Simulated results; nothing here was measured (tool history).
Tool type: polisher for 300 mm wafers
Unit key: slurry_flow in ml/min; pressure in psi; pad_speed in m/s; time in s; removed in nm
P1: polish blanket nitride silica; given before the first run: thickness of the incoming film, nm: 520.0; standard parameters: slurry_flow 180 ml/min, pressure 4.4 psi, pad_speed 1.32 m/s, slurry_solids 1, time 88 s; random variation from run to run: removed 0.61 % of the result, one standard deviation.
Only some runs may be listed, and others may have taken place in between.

| run | hour | slurry_flow | pressure | pad_speed | slurry_solids | time | wafers polished on this pad | hours since the slurry nozzle was cleaned | hours since the head pressure was calibrated | hours since the slurry blender was calibrated | hours since the conditioning disc was replaced | removed |
|---|---|---|---|---|---|---|---|---|---|---|---|---|
| 1 | 9.1 | 180 | 4.4 | 1.32 | 1 | 88 | 228 | 88.2 | 212.8 | 107.5 | 91.4 | 99.499 |
| 2 | 20.2 | 180 | 4.4 | 1.32 | 1 | 123 | 323 | 99.3 | 223.9 | 118.6 | 102.5 | 141.46 |
| 3 | 31.9 | 180 | 4.4 | 1.32 | 1 | 57 | 424 | 111 | 235.6 | 130.3 | 114.2 | 65.484 |
| 4 | 43.1 | 180 | 4.4 | 1.32 | 1.45 | 88 | 520 | 122.2 | 246.8 | 141.5 | 125.4 | 117.41 |
| 5 | 53.8 | 110 | 4.4 | 1.32 | 1 | 88 | 612 | 132.9 | 257.5 | 152.2 | 136.1 | 91.213 |
| 6 | 68.9 | 180 | 2.7 | 1.32 | 1 | 88 | 742 | 148 | 272.6 | 167.3 | 151.2 | 61.891 |
|  | 72.3 | slurry nozzle cleaned |
| 7 | 82.2 | 180 | 4.4 | 1.32 | 0.5 | 88 | 856 | 9.9 | 285.9 | 180.6 | 164.5 | 68.341 |
| 8 | 90.1 | 180 | 6.5 | 1.32 | 1 | 88 | 924 | 17.8 | 293.8 | 188.5 | 172.4 | 147.9 |
| 9 | 105 | 285 | 4.4 | 1.78 | 1 | 88 | 1052 | 32.7 | 308.7 | 203.4 | 187.3 | 134.91 |
| 10 | 112.3 | 180 | 6.3 | 1.32 | 1.35 | 88 | 1114 | 40 | 316 | 210.7 | 194.6 | 161.76 |
| 11 | 128.3 | 180 | 4.4 | 1.32 | 1 | 88 | 1252 | 56 | 332 | 226.7 | 210.6 | 99.971 |
| 12 | 141.9 | 180 | 4.4 | 1.32 | 1 | 88 | 1369 | 69.6 | 345.6 | 240.3 | 224.2 | 100.17 |
| 13 | 157.8 | 180 | 4.4 | 1.32 | 1 | 88 | 1505 | 85.5 | 361.5 | 256.2 | 240.1 | 100.46 |
| 14 | 171.7 | 180 | 3 | 1.32 | 1 | 49 | 1624 | 99.4 | 375.4 | 270.1 | 254 | 38.093 |
| 15 | 185.3 | 180 | 4.4 | 1.76 | 1 | 88 | 1741 | 113 | 389 | 283.7 | 267.6 | 125.35 |
| 16 | 198.1 | 180 | 4.4 | 0.64 | 1 | 88 | 1851 | 125.8 | 401.8 | 296.5 | 280.4 | 56.941 |
| 17 | 206.2 | 180 | 4.4 | 1.32 | 1 | 88 | 1921 | 133.9 | 409.9 | 304.6 | 288.5 | 99.811 |
| 18 | 220.6 | 285 | 4.4 | 1.32 | 1 | 88 | 2045 | 148.3 | 424.3 | 319 | 302.9 | 105.49 |
| 19 | 228.6 | 180 | 4.4 | 1.32 | 1 | 88 | 2113 | 156.3 | 432.3 | 327 | 310.9 | 100.36 |
| 20 | 239.9 | 180 | 4.4 | 1.32 | 1 | 88 | 2210 | 167.6 | 443.6 | 338.3 | 322.2 | 95.799 |
| 21 | 249.8 | 180 | 4.4 | 1.32 | 1 | 88 | 2295 | 177.5 | 453.5 | 348.2 | 332.1 | 91.886 |
| 22 | 261.8 | 180 | 4.4 | 1.32 | 1 | 88 | 2398 | 189.5 | 465.5 | 360.2 | 344.1 | 91.016 |
|  | 264.9 | conditioning disc replaced and pad reconditioned |
| 23 | 276.2 | 180 | 4.4 | 1.32 | 1 | 88 | 2522 | 203.9 | 479.9 | 374.6 | 11.3 | 89.689 |
|  | 279.2 | head pressure recalibrated |
|  | 282.1 | slurry nozzle cleaned |
| 24 | 290.7 | 180 | 4.4 | 1.32 | 1 | 88 | 2647 | 8.7 | 11.5 | 389.1 | 25.8 | 88.462 |
| 25 | 301.1 | 180 | 4.4 | 1.32 | 1 | 88 | 2736 | 19.1 | 21.9 | 399.5 | 36.2 | 88.12 |
| 26 | 312.2 | 180 | 4.4 | 1.32 | 1 | 88 | 2831 | 30.2 | 33 | 410.6 | 47.3 | 87.457 |
| 27 | 320.9 | 180 | 4.4 | 1.32 | 1 | 88 | 2906 | 38.9 | 41.7 | 419.3 | 56 | 87.513 |
| 28 | 330.6 | 180 | 4.4 | 1.32 | 1 | 88 | 2989 | 48.6 | 51.4 | 429 | 65.7 | 87.298 |

P1 no longer gives what it gave before; its output has crept away from where it was. The following 2 causes, each at its listed size, fit the log equally well:
A: abrasive missing from the slurry, % = 24.7
B: removal rate lost through wear of the pad, % = 13
The gradual shift began around hour 228.6.
Ruled out, with reasons:
slurry flow missing at the pad, %: serviced at hour 282.1, which brought nothing back
head's pressure below its setpoint, %: serviced at hour 279.2, which brought nothing back
time polished since the conditioner stopped cutting, s: serviced at hour 264.9, which brought nothing back

Which of the 4 check runs listed below, each an average over 2 wafers with its results shown as question marks, gives clearly different results under the different listed causes?
| check 1 | 340.3 | 180 | 4.4 | 1.72 | 1 | 88 |  |  |  |  |  | ? |
| check 2 | 340.3 | 285 | 4.4 | 1.32 | 1 | 88 |  |  |  |  |  | ? |
| check 3 | 340.3 | 180 | 4.4 | 1.32 | 0.6 | 88 |  |  |  |  |  | ? |
| check 4 | 340.3 | 180 | 4.4 | 0.78 | 1 | 88 |  |  |  |  |  | ? |

How each check would come out, cause by cause:
| check | result | if A | if B |
|---|---|---|---|
| check 1 | removed | 107.76 | 107.73 |
| check 2 | removed | 92.055 | 92.029 |
| check 3 | removed | 64.581 | 66.9 |
| check 4 | removed | 57.243 | 57.227 |
Separation of the two closest causes in each check, using whichever result separates them best: check 1 0.03 %; check 2 0.03 %; check 3 3.53 %; check 4 0.03 %
Check 3 is the one run that separates the causes; every other check would come out nearly the same whichever cause is at work.

Then check 3 was run and gave: removed 64.41 nm. Which cause is it?

It was cause A: abrasive missing from the slurry, %.
